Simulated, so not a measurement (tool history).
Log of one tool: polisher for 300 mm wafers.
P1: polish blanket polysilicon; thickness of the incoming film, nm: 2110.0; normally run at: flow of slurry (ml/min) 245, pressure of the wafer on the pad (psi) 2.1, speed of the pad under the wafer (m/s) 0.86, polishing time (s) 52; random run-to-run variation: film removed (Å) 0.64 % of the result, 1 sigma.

run,day,flow of slurry (ml/min),pressure of the wafer on the pad (psi),speed of the pad under the wafer (m/s),polishing time (s),wafers polished on this pad,hours since the slurry nozzle was cleaned,hours since the head pressure was calibrated,film removed (Å)
1,0.512,245,2.1,0.86,52,165,94.4,542.0,2394.3
2,1.083,245,2.1,0.86,52,266,108.1,555.7,2382.2
3,1.704,245,2.1,0.86,80,376,123.0,570.6,3646.7
4,2.204,245,2.1,0.86,52,465,135.0,582.6,2402.2
5,2.538,370,2.1,0.86,52,524,143.0,590.6,2452.3
6,3.067,245,2.7,1.10,52,618,155.7,603.3,3883.4
7,3.496,245,2.1,0.86,39,694,166.0,613.6,1781.9
8,3.808,245,2.1,0.38,52,749,173.5,621.1,1051.9
9,4.333,245,3.2,0.86,52,842,186.1,633.7,3673.0
10,4.971,145,2.1,0.86,52,955,201.4,649.0,2230.0
11,5.521,245,2.1,0.86,52,1053,214.6,662.2,2358.5
12,6.171,245,0.9,0.86,52,1168,230.2,677.8,1008.8
13,6.704,245,2.1,1.36,52,1262,243.0,690.6,3731.1
14,7.021,245,2.1,0.86,52,1318,250.6,698.2,2385.6
15,7.329,245,2.1,0.86,52,1373,258.0,705.6,2386.7
16,7.954,245,2.1,0.86,52,1484,273.0,720.6,2322.0

The next listed run, before its measurement:
17,8.612,245,2.1,0.86,52,1600,288.8,736.4,?

film removed (Å): 2296.1
